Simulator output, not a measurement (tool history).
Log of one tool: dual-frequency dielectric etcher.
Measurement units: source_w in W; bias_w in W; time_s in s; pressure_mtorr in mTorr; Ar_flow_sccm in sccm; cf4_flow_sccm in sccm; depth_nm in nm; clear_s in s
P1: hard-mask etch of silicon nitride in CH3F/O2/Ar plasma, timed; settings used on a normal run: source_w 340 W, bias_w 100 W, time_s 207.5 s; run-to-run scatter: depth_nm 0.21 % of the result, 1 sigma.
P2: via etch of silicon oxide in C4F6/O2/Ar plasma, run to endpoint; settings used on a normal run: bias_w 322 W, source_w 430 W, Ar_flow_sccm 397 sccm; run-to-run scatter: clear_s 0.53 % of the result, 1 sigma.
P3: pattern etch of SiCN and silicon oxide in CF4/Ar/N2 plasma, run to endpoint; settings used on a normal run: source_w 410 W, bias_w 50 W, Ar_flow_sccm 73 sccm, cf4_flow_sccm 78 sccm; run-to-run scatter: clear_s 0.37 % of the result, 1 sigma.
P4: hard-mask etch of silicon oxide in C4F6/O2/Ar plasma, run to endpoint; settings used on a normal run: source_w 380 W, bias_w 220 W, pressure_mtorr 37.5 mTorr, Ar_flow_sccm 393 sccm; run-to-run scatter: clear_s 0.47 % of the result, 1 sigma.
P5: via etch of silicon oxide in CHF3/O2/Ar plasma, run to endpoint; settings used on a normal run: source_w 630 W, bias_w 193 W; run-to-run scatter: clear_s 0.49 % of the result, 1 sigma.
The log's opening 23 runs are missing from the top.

run	hour	process	source_w	bias_w	time_s	pressure_mtorr	Ar_flow_sccm	cf4_flow_sccm	depth_nm	clear_s
24	73.6	P1	340	100	207.5				158.65	
# hour 74.2: wet clean of the chamber
25	76.7	P5	630	193						388.580
26	78.8	P2	430	322			282			39.465
27	81.9	P1	340	100	305.5				234.56	
28	85.6	P3	260	50			73	78		29.159
29	89.3	P5	630	126						450.690
30	92.7	P1	430	100	207.5				173.76	
31	96.0	P1	340	100	207.5				159.01	
32	99.4	P1	340	100	207.5				158.67	

For run 33, what comes out?
33	103.1	P1	340	100	207.5				?	

Run 33 measured depth_nm 157.53 nm.

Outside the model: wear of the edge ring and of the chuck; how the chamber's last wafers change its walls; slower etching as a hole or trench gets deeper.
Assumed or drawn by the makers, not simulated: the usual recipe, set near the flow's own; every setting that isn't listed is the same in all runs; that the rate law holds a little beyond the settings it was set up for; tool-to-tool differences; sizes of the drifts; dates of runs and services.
